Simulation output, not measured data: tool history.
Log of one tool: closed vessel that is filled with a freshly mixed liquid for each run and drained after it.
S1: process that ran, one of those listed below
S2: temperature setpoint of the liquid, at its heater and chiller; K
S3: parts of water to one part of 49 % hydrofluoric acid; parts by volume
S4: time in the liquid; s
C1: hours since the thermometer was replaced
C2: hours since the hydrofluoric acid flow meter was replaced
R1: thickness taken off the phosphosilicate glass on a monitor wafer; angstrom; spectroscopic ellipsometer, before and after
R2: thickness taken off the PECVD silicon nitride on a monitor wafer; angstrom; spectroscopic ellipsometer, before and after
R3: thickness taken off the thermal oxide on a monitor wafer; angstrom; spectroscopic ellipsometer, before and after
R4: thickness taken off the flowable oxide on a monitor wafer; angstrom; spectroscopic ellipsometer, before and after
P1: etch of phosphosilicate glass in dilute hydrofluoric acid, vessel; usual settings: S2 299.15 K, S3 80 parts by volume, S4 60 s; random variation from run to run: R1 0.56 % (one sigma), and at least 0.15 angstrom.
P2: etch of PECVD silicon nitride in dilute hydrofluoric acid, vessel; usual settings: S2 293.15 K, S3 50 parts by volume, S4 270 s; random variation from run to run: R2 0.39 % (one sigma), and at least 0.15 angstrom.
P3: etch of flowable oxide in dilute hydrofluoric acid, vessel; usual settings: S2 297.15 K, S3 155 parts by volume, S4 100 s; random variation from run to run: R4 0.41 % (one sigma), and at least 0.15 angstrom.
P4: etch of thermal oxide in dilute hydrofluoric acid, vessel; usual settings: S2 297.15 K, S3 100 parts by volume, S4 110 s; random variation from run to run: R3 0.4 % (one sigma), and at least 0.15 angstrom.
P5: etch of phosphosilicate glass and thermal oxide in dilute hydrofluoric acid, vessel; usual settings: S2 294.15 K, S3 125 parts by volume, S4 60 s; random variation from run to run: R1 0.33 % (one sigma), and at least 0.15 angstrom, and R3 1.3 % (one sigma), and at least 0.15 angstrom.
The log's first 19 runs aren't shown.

run,hour,S1,S2,S3,S4,C1,C2,R1,R2,R3,R4
20,236.1,P2,293.15,50,270,677.6,1460.8,,227.72,,
21,250.4,P4,297.15,100,110,691.9,1475.1,,,55.646,
22,260.1,P1,299.15,80,60,701.6,1484.8,645.64,,,
23,274.6,P4,303.65,100,110,716.1,1499.3,,,71.85,
24,288.1,P1,304.15,115,60,729.6,1512.8,517.57,,,
25,301.4,P2,297.65,50,270,742.9,1526.1,,309.77,,
26,316.5,P3,297.15,155,100,758,1541.2,,,,158.36
27,327.1,P5,294.15,125,90,768.6,1551.8,647.9,,28.457,
28,344,P5,290.15,125,60,785.5,1568.7,365.07,,16.359,
29,355.6,P1,295.15,80,60,797.1,1580.3,547.36,,,
30,369,P4,297.15,100,165,810.5,1593.7,,,83.749,
31,376.9,P1,299.15,80,60,818.4,1601.6,649.35,,,
32,391.1,P1,299.15,115,60,832.6,1615.8,426.3,,,
33,401.9,P1,299.15,80,60,843.4,1626.6,639.46,,,
34,412.8,P1,299.15,80,60,854.3,1637.5,635.78,,,
35,428.2,P1,299.15,80,60,869.7,1652.9,627.69,,,
36,438.3,P1,299.15,80,60,879.8,1663,605.33,,,
37,454.3,P1,299.15,80,60,895.8,1679,602.76,,,
38,470.1,P1,299.15,80,60,911.6,1694.8,592.95,,,
39,482.3,P1,299.15,80,60,923.8,1707,593.05,,,
40,496.2,P1,299.15,80,60,937.7,1720.9,591.86,,,
41,506.5,P1,299.15,80,60,948,1731.2,581.75,,,
42,523,P1,299.15,80,60,964.5,1747.7,579.59,,,

Run 43 comes next. What will it give?
43,539.6,P1,299.15,80,60,981.1,1764.3,?,,,

R1: 582.26 angstrom
